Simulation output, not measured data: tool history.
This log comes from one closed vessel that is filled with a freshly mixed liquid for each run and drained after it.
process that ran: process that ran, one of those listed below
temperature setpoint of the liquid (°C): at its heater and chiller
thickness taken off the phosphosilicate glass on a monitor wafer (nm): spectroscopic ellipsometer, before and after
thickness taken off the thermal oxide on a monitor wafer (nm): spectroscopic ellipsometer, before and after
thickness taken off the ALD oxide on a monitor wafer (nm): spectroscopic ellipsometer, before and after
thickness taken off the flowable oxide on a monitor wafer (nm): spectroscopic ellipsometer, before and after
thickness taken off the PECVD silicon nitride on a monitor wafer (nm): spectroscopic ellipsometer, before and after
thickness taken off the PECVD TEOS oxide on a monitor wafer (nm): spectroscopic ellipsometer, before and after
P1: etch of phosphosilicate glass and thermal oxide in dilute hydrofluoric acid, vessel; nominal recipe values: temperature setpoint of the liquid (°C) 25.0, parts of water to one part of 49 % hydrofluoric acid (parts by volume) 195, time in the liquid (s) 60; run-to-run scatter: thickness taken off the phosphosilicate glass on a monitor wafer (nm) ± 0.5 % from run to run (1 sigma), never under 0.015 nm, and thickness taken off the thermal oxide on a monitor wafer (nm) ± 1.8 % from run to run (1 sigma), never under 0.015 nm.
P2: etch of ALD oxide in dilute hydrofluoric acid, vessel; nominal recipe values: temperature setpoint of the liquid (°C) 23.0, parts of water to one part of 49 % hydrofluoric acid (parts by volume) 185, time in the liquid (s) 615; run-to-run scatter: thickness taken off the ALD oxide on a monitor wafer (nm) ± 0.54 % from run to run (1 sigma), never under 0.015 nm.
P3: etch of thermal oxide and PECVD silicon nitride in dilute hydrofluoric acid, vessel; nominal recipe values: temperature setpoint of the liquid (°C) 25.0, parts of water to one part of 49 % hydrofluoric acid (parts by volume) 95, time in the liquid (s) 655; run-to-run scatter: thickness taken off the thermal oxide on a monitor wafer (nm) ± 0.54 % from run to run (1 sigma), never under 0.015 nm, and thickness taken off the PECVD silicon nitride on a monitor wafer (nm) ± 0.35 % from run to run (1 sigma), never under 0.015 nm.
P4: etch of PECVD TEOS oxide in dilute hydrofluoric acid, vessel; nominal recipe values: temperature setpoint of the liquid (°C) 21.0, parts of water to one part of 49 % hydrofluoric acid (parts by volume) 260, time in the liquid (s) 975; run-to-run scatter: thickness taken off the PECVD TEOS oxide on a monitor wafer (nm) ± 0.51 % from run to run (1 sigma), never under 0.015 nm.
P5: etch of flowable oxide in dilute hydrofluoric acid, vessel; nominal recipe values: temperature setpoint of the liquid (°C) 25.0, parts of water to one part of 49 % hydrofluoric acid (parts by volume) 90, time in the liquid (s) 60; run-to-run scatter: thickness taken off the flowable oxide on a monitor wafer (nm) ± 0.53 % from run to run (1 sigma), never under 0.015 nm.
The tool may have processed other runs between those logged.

run   hour  process that ran  temperature setpoint of the liquid (°C)  parts of water to one part of 49 % hydrofluoric acid (parts by volume)  time in the liquid (s)  hours since the thermometer was replaced  hours since the hydrofluoric acid flow meter was replaced  thickness taken off the phosphosilicate glass on a monitor wafer (nm)  thickness taken off the thermal oxide on a monitor wafer (nm)  thickness taken off the ALD oxide on a monitor wafer (nm)  thickness taken off the flowable oxide on a monitor wafer (nm)  thickness taken off the PECVD silicon nitride on a monitor wafer (nm)  thickness taken off the PECVD TEOS oxide on a monitor wafer (nm)
  1    3.7                P1                                     25.0                                                                     195                      60                                     279.3                                                      442.2                                                                17.5940                                                        1.32620
  2    8.3                P1                                     32.5                                                                     195                      30                                     283.9                                                      446.8                                                                11.4310                                                        0.89048
  3   11.4                P2                                     23.0                                                                     185                     615                                     287.0                                                      449.9                                                                                                                                                                                           46.315
  4   15.8                P5                                     25.0                                                                      90                      60                                     291.4                                                      454.3                                                                                                                                                                                                                                                          16.1330
  5   20.6                P3                                     25.0                                                                     150                     655                                     296.2                                                      459.1                                                                                                                              21.24200                                                                                                                                                                                            9.8751
  6   27.0                P1                                     25.0                                                                     195                      90                                     302.6                                                      465.5                                                                26.4160                                                        2.03180
  7   33.3                P4                                     21.0                                                                      85                     975                                     308.9                                                      471.8                                                                                                                                                                                                                                                                                                                                                                                                  183.0200
  8   39.1                P1                                     19.5                                                                     195                      60                                     314.7                                                      477.6                                                                14.2900                                                        1.11430
  9   44.2                P1                                     25.0                                                                     195                      60                                     319.8                                                      482.7                                                                17.3690                                                        1.30290
 10   50.8                P1                                     20.5                                                                     340                      60                                     326.4                                                      489.3                                                                 7.4186                                                        0.57097
 11   56.8                P5                                     25.0                                                                     140                      60                                     332.4                                                      495.3                                                                                                                                                                                                                                                           9.8774
 12   59.9                P3                                     21.5                                                                      95                     655                                     335.5                                                      498.4                                                                                                                              31.39200                                                                                                                                                                                           12.3100
 13   66.3                P1                                     25.0                                                                     115                      60                                     341.9                                                      504.8                                                                32.3730                                                        2.58400
 14   72.7                P4                                     21.0                                                                     260                     975                                     348.3                                                      511.2                                                                                                                                                                                                                                                                                                                                                                                                   49.4960
 15   77.1                P2                                     27.0                                                                     185                     615                                     352.7                                                      515.6                                                                                                                                                                                           53.540
 16   83.7                P1                                     30.5                                                                     195                      60                                     359.3                                                      522.2                                                                21.2220                                                        1.67360
 17   89.8                P1                                     25.0                                                                     195                      30                                     365.4                                                      528.3                                                                 8.7448                                                        0.66922
 18   93.0                P1                                     25.0                                                                     285                      60                                     368.6                                                      531.5                                                                10.8880                                                        0.81197
 19   96.1                P1                                     25.0                                                                     195                      60                                     371.7                                                      534.6                                                                17.2760                                                        1.36620
 20   99.3                P4                                     25.0                                                                     260                     975                                     374.9                                                      537.8                                                                                                                                                                                                                                                                                                                                                                                                   57.2210
 21  106.0                P3                                     25.0                                                                      95                     180                                     381.6                                                      544.5                                                                                                                               9.83890                                                                                                                                                                                            4.2454
 22  109.2                P3                                     25.0                                                                      95                     655                                     384.8                                                      547.7                                                                                                                              35.98900                                                                                                                                                                                           15.4940
 23  115.5                P2                                     23.0                                                                     300                     615                                     391.1                                                      554.0                                                                                                                                                                                           25.474
 24  122.5                P1                                     25.0                                                                     195                      60                                     398.1                                                      561.0                                                                17.3800                                                        1.37880
 25  127.5                P2                                     23.0                                                                     185                    1165                                     403.1                                                      566.0                                                                                                                                                                                           87.490
 26  131.6                P1                                     25.0                                                                     195                      60                                     407.2                                                      570.1                                                                17.4110                                                        1.35580
 27  138.0                P4                                     21.0                                                                     260                      30                                     413.6                                                      576.5                                                                                                                                                                                                                                                                                                                                                                                                    1.5141
 28  143.5                P5                                     29.0                                                                      90                      60                                     419.1                                                      582.0                                                                                                                                                                                                                                                          19.0280
 29  150.0                P5                                     25.0                                                                      90                     100                                     425.6                                                      588.5                                                                                                                                                                                                                                                          27.1110
 30  154.5                P1                                     25.0                                                                     195                      60                                     430.1                                                      593.0                                                                17.5260                                                        1.31540
 31  160.0                P1                                     25.0                                                                     195                      60                                     435.6                                                      598.5                                                                17.9030                                                        1.41280
 32  166.5                P1                                     25.0                                                                     195                      60                                     442.1                                                      605.0                                                                18.3270                                                        1.38340
 33  172.9                P1                                     25.0                                                                     195                      60                                     448.5                                                      611.4                                                                18.1850                                                        1.37280
 34  176.9                P1                                     25.0                                                                     195                      60                                     452.5                                                      615.4                                                                18.5500                                                        1.42160
 35  183.4                P1                                     25.0                                                                     195                      60                                     459.0                                                      621.9                                                                18.3950                                                        1.44880
 36  189.9                P1                                     25.0                                                                     195                      60                                     465.5                                                      628.4                                                                18.6200                                                        1.40110
 37  194.0                P1                                     25.0                                                                     195                      60                                     469.6                                                      632.5                                                                18.6180                                                        1.44680
 38  200.1                P1                                     25.0                                                                     195                      60                                     475.7                                                      638.6                                                                18.5560                                                        1.44360

P1 has crept away from where it was. The log is fitted equally well by each of these 2 causes, at the sizes shown:
A: liquid hotter than its thermometer reads (K) = 1.72
B: hydrofluoric acid flow above the setpoint (%) = 5.27
The drift started at roughly hour 154.5.

The check runs listed below each take one wafer, and their results are still question marks. Under which run would the listed causes lead to clearly different results?
check 1  206.2                P3                                     25.0                                                                      95                     655                                                                                                                                                                                                                                          ?                                                                                                                                                                                                 ?
check 2  206.2                P4                                     21.0                                                                     260                     975                                                                                                                                                                                                                                                                                                                                                                                                                                                                                                              ?
check 3  206.2                P5                                     25.0                                                                      90                      60                                                                                                                                                                                                                                                                                                                                                                     ?
check 4  206.2                P2                                     23.0                                                                     185                     615                                                                                                                                                                                                                                                                                                     ?

What each check would give under each cause:
  check                                                                 result      if A      if B
check 1          thickness taken off the thermal oxide on a monitor wafer (nm)  38.40300  38.02900
check 1  thickness taken off the PECVD silicon nitride on a monitor wafer (nm)   17.3860   16.3560
check 2       thickness taken off the PECVD TEOS oxide on a monitor wafer (nm)   52.8490   52.9010
check 3         thickness taken off the flowable oxide on a monitor wafer (nm)   17.3770   17.1980
check 4              thickness taken off the ALD oxide on a monitor wafer (nm)    49.250    49.102
How far apart the two closest causes lie, in the result that separates them most: check 1 6.11 %; check 2 0.1 %; check 3 1.03 %; check 4 0.3 %
The causes can be told apart only by check 1. The other checks would give nearly the same results under each of them.

After running check 1, the following was obtained: thickness taken off the thermal oxide on a monitor wafer (nm) 38.07400; thickness taken off the PECVD silicon nitride on a monitor wafer (nm) 16.3610. Which cause does this point to?

It is B: hydrofluoric acid flow above the setpoint (%).

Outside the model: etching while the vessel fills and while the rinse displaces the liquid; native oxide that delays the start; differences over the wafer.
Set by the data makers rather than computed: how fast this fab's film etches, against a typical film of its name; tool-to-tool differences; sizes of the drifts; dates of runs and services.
